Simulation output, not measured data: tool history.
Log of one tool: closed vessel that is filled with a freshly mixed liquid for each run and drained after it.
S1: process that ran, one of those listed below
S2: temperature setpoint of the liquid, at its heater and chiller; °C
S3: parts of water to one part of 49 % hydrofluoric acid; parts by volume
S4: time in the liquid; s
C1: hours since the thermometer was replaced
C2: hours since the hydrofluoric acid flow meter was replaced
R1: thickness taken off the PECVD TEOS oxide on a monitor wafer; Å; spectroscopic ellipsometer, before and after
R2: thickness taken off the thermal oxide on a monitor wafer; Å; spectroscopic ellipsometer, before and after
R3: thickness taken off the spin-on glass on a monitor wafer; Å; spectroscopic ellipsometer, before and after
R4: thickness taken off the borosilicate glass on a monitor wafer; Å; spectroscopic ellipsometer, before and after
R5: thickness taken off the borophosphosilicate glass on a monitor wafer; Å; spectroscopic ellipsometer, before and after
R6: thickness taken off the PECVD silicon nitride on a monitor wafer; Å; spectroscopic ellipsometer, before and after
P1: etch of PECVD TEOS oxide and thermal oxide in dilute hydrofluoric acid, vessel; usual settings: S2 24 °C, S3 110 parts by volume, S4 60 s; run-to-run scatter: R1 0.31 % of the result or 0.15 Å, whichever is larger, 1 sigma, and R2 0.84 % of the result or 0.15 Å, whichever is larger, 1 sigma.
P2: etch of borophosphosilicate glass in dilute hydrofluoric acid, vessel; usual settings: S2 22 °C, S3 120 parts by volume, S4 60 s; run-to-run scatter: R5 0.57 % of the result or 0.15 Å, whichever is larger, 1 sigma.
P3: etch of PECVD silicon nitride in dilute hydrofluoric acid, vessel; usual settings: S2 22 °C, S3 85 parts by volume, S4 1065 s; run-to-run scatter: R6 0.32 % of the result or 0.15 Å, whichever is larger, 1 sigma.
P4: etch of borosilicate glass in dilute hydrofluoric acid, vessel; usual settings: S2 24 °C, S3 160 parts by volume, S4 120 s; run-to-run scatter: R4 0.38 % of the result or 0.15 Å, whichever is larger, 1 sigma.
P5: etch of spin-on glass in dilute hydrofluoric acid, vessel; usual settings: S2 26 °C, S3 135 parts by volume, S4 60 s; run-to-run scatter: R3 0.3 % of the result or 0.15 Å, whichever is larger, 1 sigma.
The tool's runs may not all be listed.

{"run": 1, "hour": 12.1, "S1": "P1", "S2": 24, "S3": 110, "S4": 60, "C1": 1880.4, "C2": 393.3, "R1": 127.25, "R2": 24.476}
{"run": 2, "hour": 23.1, "S1": "P1", "S2": 24, "S3": 185, "S4": 60, "C1": 1891.4, "C2": 404.3, "R1": 69.522, "R2": 13.693}
{"run": 3, "hour": 31.0, "S1": "P1", "S2": 24, "S3": 110, "S4": 60, "C1": 1899.3, "C2": 412.2, "R1": 127.72, "R2": 24.767}
{"run": 4, "hour": 38.2, "S1": "P5", "S2": 26, "S3": 135, "S4": 60, "C1": 1906.5, "C2": 419.4, "R3": 261.33}
{"run": 5, "hour": 49.7, "S1": "P4", "S2": 17, "S3": 160, "S4": 120, "C1": 1918, "C2": 430.9, "R4": 147.39}
{"run": 6, "hour": 58.6, "S1": "P2", "S2": 22, "S3": 120, "S4": 60, "C1": 1926.9, "C2": 439.8, "R5": 187.42}
{"run": 7, "hour": 65.9, "S1": "P5", "S2": 19.5, "S3": 135, "S4": 60, "C1": 1934.2, "C2": 447.1, "R3": 202.7}
{"run": 8, "hour": 77.1, "S1": "P5", "S2": 26, "S3": 30, "S4": 60, "C1": 1945.4, "C2": 458.3, "R3": 1341.2}
{"run": 9, "hour": 86.3, "S1": "P2", "S2": 17, "S3": 120, "S4": 60, "C1": 1954.6, "C2": 467.5, "R5": 152.55}
{"run": 10, "hour": 91.9, "S1": "P2", "S2": 22, "S3": 120, "S4": 30, "C1": 1960.2, "C2": 473.1, "R5": 93.28}
{"hour": 98.0, "done": "hydrofluoric acid flow meter replaced"}
{"run": 11, "hour": 101.1, "S1": "P1", "S2": 24, "S3": 110, "S4": 60, "C1": 1969.4, "C2": 3.1, "R1": 127.35, "R2": 24.814}
{"run": 12, "hour": 107.8, "S1": "P3", "S2": 22, "S3": 135, "S4": 1065, "C1": 1976.1, "C2": 9.8, "R6": 132.81}
{"run": 13, "hour": 113.4, "S1": "P4", "S2": 24, "S3": 260, "S4": 120, "C1": 1981.7, "C2": 15.4, "R4": 106.65}
{"run": 14, "hour": 120.6, "S1": "P1", "S2": 24, "S3": 110, "S4": 60, "C1": 1988.9, "C2": 22.6, "R1": 127.96, "R2": 24.755}
{"run": 15, "hour": 127.1, "S1": "P2", "S2": 22, "S3": 190, "S4": 60, "C1": 1995.4, "C2": 29.1, "R5": 109.65}
{"run": 16, "hour": 137.3, "S1": "P3", "S2": 22, "S3": 85, "S4": 465, "C1": 2005.6, "C2": 39.3, "R6": 90.959}
{"run": 17, "hour": 148.4, "S1": "P2", "S2": 22, "S3": 120, "S4": 60, "C1": 2016.7, "C2": 50.4, "R5": 188.02}
{"run": 18, "hour": 153.9, "S1": "P1", "S2": 24, "S3": 110, "S4": 60, "C1": 2022.2, "C2": 55.9, "R1": 127.58, "R2": 24.765}
{"run": 19, "hour": 159.3, "S1": "P3", "S2": 22, "S3": 85, "S4": 1065, "C1": 2027.6, "C2": 61.3, "R6": 209}
{"run": 20, "hour": 170.0, "S1": "P1", "S2": 24, "S3": 110, "S4": 105, "C1": 2038.3, "C2": 72, "R1": 223.3, "R2": 43.389}
{"run": 21, "hour": 180.1, "S1": "P1", "S2": 24, "S3": 165, "S4": 30, "C1": 2048.4, "C2": 82.1, "R1": 39.552, "R2": 7.8312}
{"run": 22, "hour": 189.2, "S1": "P1", "S2": 24, "S3": 110, "S4": 60, "C1": 2057.5, "C2": 91.2, "R1": 127.73, "R2": 24.996}
{"run": 23, "hour": 199.9, "S1": "P1", "S2": 24, "S3": 55, "S4": 60, "C1": 2068.2, "C2": 101.9, "R1": 271.72, "R2": 53.612}
{"run": 24, "hour": 208.0, "S1": "P5", "S2": 26, "S3": 135, "S4": 110, "C1": 2076.3, "C2": 110, "R3": 479.11}
{"run": 25, "hour": 216.5, "S1": "P1", "S2": 28, "S3": 110, "S4": 60, "C1": 2084.8, "C2": 118.5, "R1": 148.71, "R2": 28.724}
{"run": 26, "hour": 225.3, "S1": "P1", "S2": 24, "S3": 110, "S4": 30, "C1": 2093.6, "C2": 127.3, "R1": 63.655, "R2": 12.321}
{"run": 27, "hour": 231.5, "S1": "P3", "S2": 25.5, "S3": 85, "S4": 1065, "C1": 2099.8, "C2": 133.5, "R6": 263.11}
{"run": 28, "hour": 240.1, "S1": "P1", "S2": 24, "S3": 110, "S4": 60, "C1": 2108.4, "C2": 142.1, "R1": 127.93, "R2": 24.526}
{"run": 29, "hour": 250.3, "S1": "P1", "S2": 18, "S3": 110, "S4": 95, "C1": 2118.6, "C2": 152.3, "R1": 158.69, "R2": 30.853}
{"run": 30, "hour": 257.0, "S1": "P1", "S2": 19, "S3": 110, "S4": 60, "C1": 2125.3, "C2": 159, "R1": 104.63, "R2": 19.991}
{"run": 31, "hour": 266.3, "S1": "P4", "S2": 24, "S3": 160, "S4": 120, "C1": 2134.6, "C2": 168.3, "R4": 191.97}
{"run": 32, "hour": 277.6, "S1": "P4", "S2": 24, "S3": 160, "S4": 120, "C1": 2145.9, "C2": 179.6, "R4": 194.3}
{"run": 33, "hour": 285.2, "S1": "P4", "S2": 24, "S3": 160, "S4": 40, "C1": 2153.5, "C2": 187.2, "R4": 64.288}
{"run": 34, "hour": 296.0, "S1": "P1", "S2": 24, "S3": 110, "S4": 60, "C1": 2164.3, "C2": 198, "R1": 127.53, "R2": 25.047}
{"run": 35, "hour": 305.4, "S1": "P1", "S2": 24, "S3": 110, "S4": 60, "C1": 2173.7, "C2": 207.4, "R1": 131.82, "R2": 24.993}
{"run": 36, "hour": 316.8, "S1": "P1", "S2": 24, "S3": 110, "S4": 60, "C1": 2185.1, "C2": 218.8, "R1": 135.04, "R2": 26.182}
{"run": 37, "hour": 326.3, "S1": "P1", "S2": 24, "S3": 110, "S4": 60, "C1": 2194.6, "C2": 228.3, "R1": 136.14, "R2": 25.842}
{"run": 38, "hour": 333.2, "S1": "P1", "S2": 24, "S3": 110, "S4": 60, "C1": 2201.5, "C2": 235.2, "R1": 136.61, "R2": 26.683}
{"run": 39, "hour": 341.2, "S1": "P1", "S2": 24, "S3": 110, "S4": 60, "C1": 2209.5, "C2": 243.2, "R1": 135.97, "R2": 26.25}
{"run": 40, "hour": 346.5, "S1": "P1", "S2": 24, "S3": 110, "S4": 60, "C1": 2214.8, "C2": 248.5, "R1": 136.85, "R2": 26.879}
{"run": 41, "hour": 355.1, "S1": "P1", "S2": 24, "S3": 110, "S4": 60, "C1": 2223.4, "C2": 257.1, "R1": 137.18, "R2": 26.636}
{"run": 42, "hour": 362.4, "S1": "P1", "S2": 24, "S3": 110, "S4": 60, "C1": 2230.7, "C2": 264.4, "R1": 137.26, "R2": 27.092}

What P1 gives has crept away from where it was. These 2 causes fit the log equally well, each at the size given:
A: liquid hotter than its thermometer reads (K) = 1.87
B: hydrofluoric acid flow above the setpoint (%) = 6.67
The creep began at about hour 296.

4 check runs are offered, one wafer each, their results left as question marks. Which one tells the causes apart?
{"run": "check 1", "hour": 369.7, "S1": "P2", "S2": 22, "S3": 120, "S4": 60, "R5": "?"}
{"run": "check 2", "hour": 369.7, "S1": "P3", "S2": 22, "S3": 85, "S4": 1065, "R6": "?"}
{"run": "check 3", "hour": 369.7, "S1": "P5", "S2": 26, "S3": 135, "S4": 60, "R3": "?"}
{"run": "check 4", "hour": 369.7, "S1": "P4", "S2": 24, "S3": 160, "S4": 120, "R4": "?"}

What each check would give under each cause:
check=check_1 result=R5 if_A=202.19 if_B=202.06
check=check_2 result=R6 if_A=236.9 if_B=222.68
check=check_3 result=R3 if_A=278.95 if_B=280.28
check=check_4 result=R4 if_A=207.29 if_B=208.45
How far apart the two closest causes lie, in the result that separates them most: check 1 0.06 %; check 2 6.19 %; check 3 0.48 %; check 4 0.56 %
Only check 2 tells the causes apart: in the others they would give nearly the same result.

Check 2 was then run and gave: R6 237.07 Å. Which cause is it?

It is A: liquid hotter than its thermometer reads (K).
